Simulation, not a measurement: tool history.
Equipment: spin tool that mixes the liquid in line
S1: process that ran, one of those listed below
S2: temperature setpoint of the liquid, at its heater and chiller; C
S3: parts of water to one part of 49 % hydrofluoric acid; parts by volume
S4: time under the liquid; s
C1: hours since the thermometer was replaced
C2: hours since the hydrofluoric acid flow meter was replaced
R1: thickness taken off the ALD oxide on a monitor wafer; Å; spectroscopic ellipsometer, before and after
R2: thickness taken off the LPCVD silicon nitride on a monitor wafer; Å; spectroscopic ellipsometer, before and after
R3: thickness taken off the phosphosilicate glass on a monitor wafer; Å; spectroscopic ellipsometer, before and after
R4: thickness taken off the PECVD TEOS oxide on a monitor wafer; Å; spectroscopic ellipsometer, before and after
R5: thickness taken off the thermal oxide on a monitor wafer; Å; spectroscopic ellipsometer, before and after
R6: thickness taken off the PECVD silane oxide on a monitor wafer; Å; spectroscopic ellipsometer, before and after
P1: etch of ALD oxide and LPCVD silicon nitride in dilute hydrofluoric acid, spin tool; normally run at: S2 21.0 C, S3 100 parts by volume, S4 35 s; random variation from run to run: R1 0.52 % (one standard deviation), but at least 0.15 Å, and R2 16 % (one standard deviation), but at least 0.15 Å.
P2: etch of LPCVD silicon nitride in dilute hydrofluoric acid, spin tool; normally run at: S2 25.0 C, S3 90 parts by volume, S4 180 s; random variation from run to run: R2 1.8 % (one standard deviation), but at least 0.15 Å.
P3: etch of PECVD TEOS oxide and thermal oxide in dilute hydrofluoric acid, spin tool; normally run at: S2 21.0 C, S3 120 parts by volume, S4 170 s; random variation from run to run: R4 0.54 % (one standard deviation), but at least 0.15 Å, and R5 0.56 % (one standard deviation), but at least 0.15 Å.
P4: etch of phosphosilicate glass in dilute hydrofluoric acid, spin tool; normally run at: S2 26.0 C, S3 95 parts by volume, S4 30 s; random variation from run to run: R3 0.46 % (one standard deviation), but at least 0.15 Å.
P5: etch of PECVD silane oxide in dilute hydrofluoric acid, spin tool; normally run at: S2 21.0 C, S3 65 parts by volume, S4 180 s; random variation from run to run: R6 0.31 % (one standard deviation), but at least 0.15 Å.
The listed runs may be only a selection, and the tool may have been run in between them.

run	hour	S1	S2	S3	S4	C1	C2	R1	R2	R3	R4	R5	R6
1	12.9	P1	21.0	100	35	294.4	705.8	78.357	1.54030				
2	29.5	P2	25.0	90	75	311.0	722.4		4.78130				
3	39.9	P1	21.0	175	35	321.4	732.8	41.024	0.76206				
4	50.3	P4	26.0	20	30	331.8	743.2			1980.70			
5	60.6	P3	17.0	120	170	342.1	753.5				109.73	45.846	
6	70.7	P3	21.0	120	170	352.2	763.6				129.26	53.954	
7	84.0	P4	26.0	95	30	365.5	776.9			378.50			
8	93.6	P4	26.0	95	30	375.1	786.5			381.07			
9	104.7	P1	21.0	100	15	386.2	797.6	33.318	0.69778				
10	116.9	P1	21.0	30	35	398.4	809.8	283.990	5.01580				
11	131.4	P5	21.0	65	180	412.9	824.3						572.90
12	141.6	P4	26.0	95	45	423.1	834.5			565.10			
13	153.1	P1	21.0	100	35	434.6	846.0	78.396	1.34370				
14	164.1	P1	17.0	100	35	445.6	857.0	66.053	1.39780				
15	177.6	P1	21.0	100	35	459.1	870.5	78.836	1.09180				
# hour 181.6: hydrofluoric acid flow meter replaced
16	186.7	P2	25.0	90	180	468.2	5.2		11.86700				
17	201.4	P1	21.0	100	35	482.9	19.9	78.353	1.82980				
18	213.8	P5	21.0	65	45	495.3	32.3						143.84
19	230.6	P5	29.5	65	180	512.1	49.1						807.78
20	238.6	P1	21.0	100	35	520.1	57.1	78.064	1.84450				
21	253.5	P3	21.0	120	315	535.0	72.0				240.13	101.000	
22	268.6	P5	21.0	65	180	550.1	87.1						575.69
23	283.6	P5	21.0	100	180	565.1	102.1						359.06
24	295.9	P2	31.5	90	180	577.4	114.4		17.38100				
25	309.7	P4	33.0	95	30	591.2	128.2			495.57			
26	319.0	P3	21.0	120	170	600.5	137.5				129.73	54.363	
27	326.9	P3	21.0	30	170	608.4	145.4				570.49	240.030	
28	340.6	P1	21.0	100	65	622.1	159.1	145.860	2.30970				
29	353.1	P1	21.0	175	15	634.6	171.6	17.784	0.19722				
30	369.9	P1	27.5	100	35	651.4	188.4	101.950	2.07230				
31	387.0	P1	27.0	100	15	668.5	205.5	42.372	0.95365				
32	397.4	P2	25.0	35	180	678.9	215.9		28.92800				
33	413.3	P1	21.0	100	35	694.8	231.8	78.278	1.54200				
34	422.4	P1	21.0	100	35	703.9	240.9	80.021	1.86740				

Run 35, settings as shown, results not yet in. Your forecast:
35	436.5	P1	21.0	100	35	718.0	255.0	?	?				

R1: 81.774 Å
R2: 1.97560 Å

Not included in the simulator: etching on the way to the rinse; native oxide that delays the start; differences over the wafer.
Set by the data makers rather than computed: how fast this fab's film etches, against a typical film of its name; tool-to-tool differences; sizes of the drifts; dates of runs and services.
